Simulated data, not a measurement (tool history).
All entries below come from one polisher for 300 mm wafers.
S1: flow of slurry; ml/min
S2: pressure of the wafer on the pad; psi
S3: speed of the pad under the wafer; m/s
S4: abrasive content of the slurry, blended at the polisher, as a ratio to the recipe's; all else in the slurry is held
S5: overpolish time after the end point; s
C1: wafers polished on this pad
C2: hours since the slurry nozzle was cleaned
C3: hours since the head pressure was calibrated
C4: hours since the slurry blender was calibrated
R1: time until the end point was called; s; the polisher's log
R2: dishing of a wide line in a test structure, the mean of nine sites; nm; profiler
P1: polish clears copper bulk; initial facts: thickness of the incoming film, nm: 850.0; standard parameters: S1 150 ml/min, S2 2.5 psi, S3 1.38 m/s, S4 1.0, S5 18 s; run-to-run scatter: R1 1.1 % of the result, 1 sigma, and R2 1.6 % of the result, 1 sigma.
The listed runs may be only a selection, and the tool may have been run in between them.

run   hour   S1   S2    S3   S4  S5    C1     C2     C3     C4       R1      R2
  1   12.8  150  2.5  1.38  1.0  18   576  509.1  180.0  265.0   83.864  50.801
  2   22.8  150  2.5  0.86  1.2  18   644  519.1  190.0  275.0  129.590  44.684
  3   31.1   90  2.5  1.38  1.0  18   701  527.4  198.3  283.3   95.146  49.618
  4   43.5  150  2.5  1.38  1.0   5   785  539.8  210.7  295.7   84.060  29.131
  5   55.0  150  2.5  1.38  1.0  18   864  551.3  222.2  307.2   82.426  48.809
  6   62.9  150  2.5  1.38  0.6  18   917  559.2  230.1  315.1   92.896  48.849
  7   73.2  150  2.5  0.86  1.0  18   988  569.5  240.4  325.4  135.080  44.849
  8   83.1  150  2.5  1.38  1.0  32  1055  579.4  250.3  335.3   83.495  51.775
  9   90.0  150  2.5  2.12  1.0  18  1102  586.3  257.2  342.2   54.261  54.689
 10  100.7  150  2.5  1.38  1.0  18  1175  597.0  267.9  352.9   83.128  49.225
     107.2  -- slurry nozzle cleaned
 11  107.6  150  2.5  1.38  1.5  18  1222    0.5  274.8  359.8   78.036  51.502
 12  114.3  150  1.8  1.38  1.0  18  1268    7.2  281.5  366.5  114.610  46.025
 13  123.1  225  2.5  1.38  1.0  18  1328   16.0  290.3  375.3   79.593  51.086
 14  136.5  150  3.6  1.38  1.0  18  1419   29.4  303.7  388.7   58.985  54.424
 15  143.3  150  1.7  1.38  0.7  18  1466   36.2  310.5  395.5  131.050  41.611
 16  154.2  150  2.5  1.38  1.0  18  1540   47.1  321.4  406.4   82.515  50.101
 17  161.8  150  2.5  1.38  1.0  18  1592   54.7  329.0  414.0   84.837  51.603
 18  171.0  150  2.5  1.38  1.0  18  1655   63.9  338.2  423.2   84.327  49.863
 19  182.5  150  2.5  1.38  1.0  18  1733   75.4  349.7  434.7   84.744  50.296
 20  189.5  150  2.5  1.38  1.0  18  1781   82.4  356.7  441.7   88.399  51.547
 21  197.6  150  2.5  1.38  1.0  18  1836   90.5  364.8  449.8   87.245  50.196
 22  205.8  150  2.5  1.38  1.0  18  1892   98.7  373.0  458.0   87.221  51.182
     210.7  -- head pressure recalibrated
 23  217.6  150  2.5  1.38  1.0  18  1972  110.5    6.9  469.8   89.169  49.797
     223.1  -- worn pad replaced by a new one
 24  225.9  150  2.5  1.38  1.0  18    19  118.8   15.2  478.1   88.901  48.906
 25  234.2  150  2.5  1.38  1.0  18    75  127.1   23.5  486.4   89.453  49.121
 26  245.8  150  2.5  1.38  1.0  18   154  138.7   35.1  498.0   89.234  49.226
 27  257.3  150  2.5  1.38  1.0  18   233  150.2   46.6  509.5   90.452  50.845
 28  263.7  150  2.5  1.38  1.0  18   276  156.6   53.0  515.9   89.751  47.956
 29  273.5  150  2.5  1.38  1.0  18   343  166.4   62.8  525.7   90.021  49.079

The log shows P1 creeping away from where it was. Any of the 2 causes listed here, at the size stated for it, fits the log just as well as the others:
A: slurry flow missing at the pad, % = 31.5
B: abrasive missing from the slurry, % = 30.9
The onset of the drift is placed at about hour 171.0.
Each remaining cause and why it is not a fit:
removal rate lost through wear of the pad, %: was serviced at hour 223.1, once the creep was under way, yet the earlier output never came back
head's pressure below its setpoint, %: was serviced at hour 210.7, once the creep was under way, yet the earlier output never came back

Which of the 4 check runs listed below, each an average over 5 wafers with its results shown as question marks, gives clearly different results under the different listed causes?
check 1  283.3  150  2.5  1.06  1.00  18                   ?   ?
check 2  283.3  150  2.5  1.74  1.00   6                   ?   ?
check 3  283.3  150  2.5  1.70  1.45  18                   ?   ?
check 4  283.3   95  3.0  1.38  1.00  18                   ?   ?

Expected result of each check under each candidate cause:
  check  result     if A     if B
check 1      R1  117.480  117.460
check 1      R2   46.235   46.238
check 2      R1   71.569   71.556
check 2      R2   35.510   35.514
check 3      R1   67.529   67.753
check 3      R2   51.900   51.881
check 4      R1   86.118   82.867
check 4      R2   50.883   51.265
How far apart the two closest causes lie, in the result that separates them most: check 1 0.02 %; check 2 0.02 %; check 3 0.33 %; check 4 3.85 %
Only check 4 tells the causes apart: in the others they would give nearly the same result.

Running check 4 produced the following: R1 85.959 s; R2 51.054 nm. Which one of the listed causes fits?

The cause is A: slurry flow missing at the pad, %.
